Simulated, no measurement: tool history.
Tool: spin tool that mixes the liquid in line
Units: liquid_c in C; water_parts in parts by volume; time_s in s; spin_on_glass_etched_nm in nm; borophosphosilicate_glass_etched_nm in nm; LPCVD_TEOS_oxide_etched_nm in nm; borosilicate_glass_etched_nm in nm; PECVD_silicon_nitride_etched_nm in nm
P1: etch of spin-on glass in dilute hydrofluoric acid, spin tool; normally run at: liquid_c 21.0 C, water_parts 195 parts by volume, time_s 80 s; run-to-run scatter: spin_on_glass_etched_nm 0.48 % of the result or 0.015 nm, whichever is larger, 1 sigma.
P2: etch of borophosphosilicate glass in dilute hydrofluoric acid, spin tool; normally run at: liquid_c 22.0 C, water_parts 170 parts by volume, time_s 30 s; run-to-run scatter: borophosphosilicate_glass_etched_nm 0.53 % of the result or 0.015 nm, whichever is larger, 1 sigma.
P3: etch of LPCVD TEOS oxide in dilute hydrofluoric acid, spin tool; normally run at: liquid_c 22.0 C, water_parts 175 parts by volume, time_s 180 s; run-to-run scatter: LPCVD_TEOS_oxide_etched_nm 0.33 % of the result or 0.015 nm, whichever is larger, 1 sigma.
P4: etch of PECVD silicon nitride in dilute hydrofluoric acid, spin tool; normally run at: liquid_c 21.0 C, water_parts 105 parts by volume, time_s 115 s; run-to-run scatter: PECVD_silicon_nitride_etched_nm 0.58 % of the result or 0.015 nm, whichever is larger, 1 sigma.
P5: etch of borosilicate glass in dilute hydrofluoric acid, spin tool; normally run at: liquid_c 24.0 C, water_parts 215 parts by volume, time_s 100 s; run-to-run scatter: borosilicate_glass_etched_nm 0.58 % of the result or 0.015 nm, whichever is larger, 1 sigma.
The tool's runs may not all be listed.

run,hour,process,liquid_c,water_parts,time_s,spin_on_glass_etched_nm,borophosphosilicate_glass_etched_nm,LPCVD_TEOS_oxide_etched_nm,borosilicate_glass_etched_nm,PECVD_silicon_nitride_etched_nm
1,12.1,P1,21.0,195,80,6.9103,,,,
2,19.0,P2,22.0,35,30,,47.8850,,,
3,32.3,P3,22.0,175,180,,,22.874,,
# hour 38.8: thermometer replaced
4,44.9,P1,21.0,195,80,6.8196,,,,
5,55.2,P1,29.0,195,80,9.2457,,,,
6,69.9,P1,21.0,195,80,6.8747,,,,
7,83.8,P1,21.0,195,30,2.5345,,,,
8,93.0,P5,29.0,215,100,,,,25.432,
9,100.0,P1,17.0,80,80,15.9440,,,,
10,110.2,P4,21.0,180,115,,,,,2.8371
11,121.8,P5,24.0,215,190,,,,40.469,
12,136.1,P4,26.0,105,115,,,,,6.5933
13,144.8,P1,21.0,195,140,12.0420,,,,
14,158.8,P3,22.0,175,85,,,10.859,,
15,166.5,P4,21.0,105,115,,,,,4.8102
16,179.0,P1,21.0,195,80,6.8355,,,,
# hour 188.9: hydrofluoric acid flow meter replaced
17,189.8,P1,21.0,195,80,6.8455,,,,
18,199.9,P2,25.5,170,30,,9.5707,,,
19,211.0,P5,24.0,315,100,,,,13.036,
20,220.5,P2,22.0,170,55,,15.3150,,,
21,235.1,P4,21.0,105,50,,,,,2.0558
22,247.8,P2,22.0,170,30,,8.3679,,,
23,261.2,P1,21.0,355,80,3.2770,,,,
24,276.7,P1,21.0,115,80,12.7230,,,,
25,285.2,P1,17.0,195,80,5.8584,,,,
26,295.8,P3,22.0,60,180,,,76.392,,
27,303.6,P5,24.0,215,100,,,,21.311,
28,314.8,P3,30.0,175,180,,,30.757,,
29,329.3,P1,21.0,195,80,6.8678,,,,

The next listed run, before its measurement:
30,339.7,P1,21.0,195,80,?,,,,

{"run 30": {"spin_on_glass_etched_nm": 6.8668}}
